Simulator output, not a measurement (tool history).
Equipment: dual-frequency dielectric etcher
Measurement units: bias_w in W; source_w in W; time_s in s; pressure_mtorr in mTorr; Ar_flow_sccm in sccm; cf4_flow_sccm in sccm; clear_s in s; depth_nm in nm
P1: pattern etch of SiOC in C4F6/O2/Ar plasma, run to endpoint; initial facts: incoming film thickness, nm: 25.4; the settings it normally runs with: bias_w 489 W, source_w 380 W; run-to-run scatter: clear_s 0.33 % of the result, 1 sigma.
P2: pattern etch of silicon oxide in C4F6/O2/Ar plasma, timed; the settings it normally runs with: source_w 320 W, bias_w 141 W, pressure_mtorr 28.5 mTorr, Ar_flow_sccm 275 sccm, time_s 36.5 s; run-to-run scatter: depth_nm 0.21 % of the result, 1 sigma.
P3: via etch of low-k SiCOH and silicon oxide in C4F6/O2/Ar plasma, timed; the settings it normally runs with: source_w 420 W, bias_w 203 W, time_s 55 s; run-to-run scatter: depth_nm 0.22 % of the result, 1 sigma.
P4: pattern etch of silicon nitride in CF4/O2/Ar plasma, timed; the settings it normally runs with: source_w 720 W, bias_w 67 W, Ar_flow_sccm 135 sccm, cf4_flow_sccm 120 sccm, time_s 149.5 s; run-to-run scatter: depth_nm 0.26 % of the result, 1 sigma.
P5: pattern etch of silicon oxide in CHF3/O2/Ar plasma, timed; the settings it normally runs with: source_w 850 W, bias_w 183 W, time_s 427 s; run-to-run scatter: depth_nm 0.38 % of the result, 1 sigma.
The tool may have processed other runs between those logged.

Run 1, hour 2.8: process P1, bias_w 489 W, source_w 380 W. Result: clear_s 8.7606 s.
Run 2, hour 6.6: process P5, bias_w 183 W, source_w 850 W, time_s 235 s. Result: depth_nm 545.58 nm.
Run 3, hour 10.1: process P1, bias_w 489 W, source_w 380 W. Result: clear_s 8.792 s.
Run 4, hour 15.8: process P1, bias_w 489 W, source_w 380 W. Result: clear_s 8.7622 s.
Run 5, hour 20.9: process P2, bias_w 141 W, source_w 320 W, time_s 36.5 s, pressure_mtorr 28.5 mTorr, Ar_flow_sccm 275 sccm. Result: depth_nm 101.73 nm.
Run 6, hour 26.2: process P1, bias_w 489 W, source_w 480 W. Result: clear_s 8.0134 s.
Run 7, hour 30.7: process P4, bias_w 67 W, source_w 720 W, time_s 149.5 s, Ar_flow_sccm 135 sccm, cf4_flow_sccm 120 sccm. Result: depth_nm 431.67 nm.
Run 8, hour 36.8: process P2, bias_w 141 W, source_w 320 W, time_s 36.5 s, pressure_mtorr 28.5 mTorr, Ar_flow_sccm 224 sccm. Result: depth_nm 104.13 nm.
Run 9, hour 41: process P2, bias_w 141 W, source_w 420 W, time_s 36.5 s, pressure_mtorr 28.5 mTorr, Ar_flow_sccm 275 sccm. Result: depth_nm 113.33 nm.
Run 10, hour 45.5: process P4, bias_w 67 W, source_w 720 W, time_s 90 s, Ar_flow_sccm 135 sccm, cf4_flow_sccm 120 sccm. Result: depth_nm 261.02 nm.
Run 11, hour 48.2: process P5, bias_w 183 W, source_w 1100 W, time_s 427 s. Result: depth_nm 1091.2 nm.
Run 12, hour 51.6: process P4, bias_w 67 W, source_w 720 W, time_s 149.5 s, Ar_flow_sccm 79 sccm, cf4_flow_sccm 120 sccm. Result: depth_nm 457.78 nm.
Run 13, hour 55.7: process P5, bias_w 239 W, source_w 850 W, time_s 427 s. Result: depth_nm 1084.9 nm.
Run 14, hour 60.4: process P3, bias_w 203 W, source_w 580 W, time_s 55 s. Result: depth_nm 166.91 nm.
Run 15, hour 64.3: process P3, bias_w 131 W, source_w 420 W, time_s 55 s. Result: depth_nm 128.59 nm.
Run 16, hour 67.8: process P3, bias_w 203 W, source_w 420 W, time_s 55 s. Result: depth_nm 147.52 nm.
Run 17, hour 73.4: process P1, bias_w 605 W, source_w 380 W. Result: clear_s 8.1053 s.
Run 18, hour 78.6: process P1, bias_w 489 W, source_w 380 W. Result: clear_s 8.7556 s.
Run 19, hour 83.3: process P2, bias_w 187 W, source_w 320 W, time_s 36.5 s, pressure_mtorr 28.5 mTorr, Ar_flow_sccm 275 sccm. Result: depth_nm 111.25 nm.
Run 20, hour 89.5: process P4, bias_w 42 W, source_w 720 W, time_s 149.5 s, Ar_flow_sccm 135 sccm, cf4_flow_sccm 120 sccm. Result: depth_nm 362.48 nm.
Run 21, hour 94.1: process P1, bias_w 662 W, source_w 240 W. Result: clear_s 9.2223 s.
Run 22, hour 100.3: process P2, bias_w 141 W, source_w 320 W, time_s 36.5 s, pressure_mtorr 28.5 mTorr, Ar_flow_sccm 275 sccm. Result: depth_nm 102.11 nm.
Run 23, hour 104.5: process P2, bias_w 141 W, source_w 320 W, time_s 21.5 s, pressure_mtorr 28.5 mTorr, Ar_flow_sccm 275 sccm. Result: depth_nm 60.021 nm.
Run 24, hour 109.9: process P1, bias_w 489 W, source_w 280 W. Result: clear_s 9.8402 s.
Run 25, hour 114.5: process P1, bias_w 350 W, source_w 380 W. Result: clear_s 9.8957 s.
Run 26, hour 118.7: process P5, bias_w 183 W, source_w 850 W, time_s 427 s. Result: depth_nm 986.66 nm.
Run 27, hour 122.5: process P4, bias_w 67 W, source_w 720 W, time_s 149.5 s, Ar_flow_sccm 135 sccm, cf4_flow_sccm 77 sccm. Result: depth_nm 410.58 nm.
Run 28, hour 126.9: process P1, bias_w 489 W, source_w 380 W. Result: clear_s 8.7036 s.
Run 29, hour 129.7: process P2, bias_w 141 W, source_w 320 W, time_s 36.5 s, pressure_mtorr 35 mTorr, Ar_flow_sccm 275 sccm. Result: depth_nm 99.483 nm.
Run 30, hour 132.9: process P4, bias_w 67 W, source_w 530 W, time_s 149.5 s, Ar_flow_sccm 135 sccm, cf4_flow_sccm 120 sccm. Result: depth_nm 331.33 nm.
Run 31, hour 139.1: process P3, bias_w 203 W, source_w 420 W, time_s 67.5 s. Result: depth_nm 181.09 nm.
Run 32, hour 142.4: process P1, bias_w 489 W, source_w 380 W. Result: clear_s 8.7533 s.
Run 33, hour 148.2: process P1, bias_w 489 W, source_w 380 W. Result: clear_s 8.6941 s.
Run 34, hour 151.9: process P1, bias_w 489 W, source_w 380 W. Result: clear_s 8.6994 s.
Run 35, hour 156: process P1, bias_w 489 W, source_w 380 W. Result: clear_s 8.6315 s.
Run 36, hour 161.7: process P1, bias_w 489 W, source_w 380 W. Result: clear_s 8.67 s.
At hour 162: wet clean of the chamber.
Run 37, hour 165.8: process P1, bias_w 489 W, source_w 380 W. Result: clear_s 8.5996 s.
Run 38, hour 171.8: process P1, bias_w 489 W, source_w 380 W. Result: clear_s 8.6501 s.
Run 39, hour 177.8: process P1, bias_w 489 W, source_w 380 W. Result: clear_s 8.6012 s.
Run 40, hour 182.4: process P1, bias_w 489 W, source_w 380 W. Result: clear_s 8.6393 s.
Run 41, hour 186.1: process P1, bias_w 489 W, source_w 380 W. Result: clear_s 8.5681 s.
Run 42, hour 192.1: process P1, bias_w 489 W, source_w 380 W. Result: clear_s 8.6659 s.

The log shows P1 creeping away from where it was. Any of the 2 causes listed here, at the size stated for it, fits the log just as well as the others:
A: bias power that arrives over what is set, % = 4.57
B: source power that arrives over what is set, % = 4.63
Onset of the creep was near hour 142.4.
The rest of the possible causes, and what rules out each one:
chamber walls in a state that raises the etch rate, %: maintenance at hour 162, after the shift began, did not return the process to its former output

4 check runs are offered, one wafer each, their results left as question marks. Which one tells the causes apart?
Run check 1, hour 198.1: process P4, bias_w 67 W, source_w 720 W, time_s 149.5 s, Ar_flow_sccm 135 sccm, cf4_flow_sccm 120 sccm. Result: depth_nm ?.
Run check 2, hour 198.1: process P3, bias_w 203 W, source_w 420 W, time_s 55 s. Result: depth_nm ?.
Run check 3, hour 198.1: process P2, bias_w 141 W, source_w 320 W, time_s 36.5 s, pressure_mtorr 28.5 mTorr, Ar_flow_sccm 275 sccm. Result: depth_nm ?.
Run check 4, hour 198.1: process P5, bias_w 183 W, source_w 850 W, time_s 427 s. Result: depth_nm ?.

Outcome of each check run for each possible cause:
  check    result    if A    if B
check 1  depth_nm  440.91  450.55
check 2  depth_nm  149.41  149.87
check 3  depth_nm  103.32  103.75
check 4  depth_nm  1002.7  1005.3
Separation of the two closest causes in each check, using whichever result separates them best: check 1 2.16 %; check 2 0.3 %; check 3 0.42 %; check 4 0.27 %
The other checks would show nearly matching results whichever cause is true, so check 1 is the only one that separates the causes.

Here is what check 1 returned: depth_nm 439.11 nm. Which cause is it?

It was cause A: bias power that arrives over what is set, %.
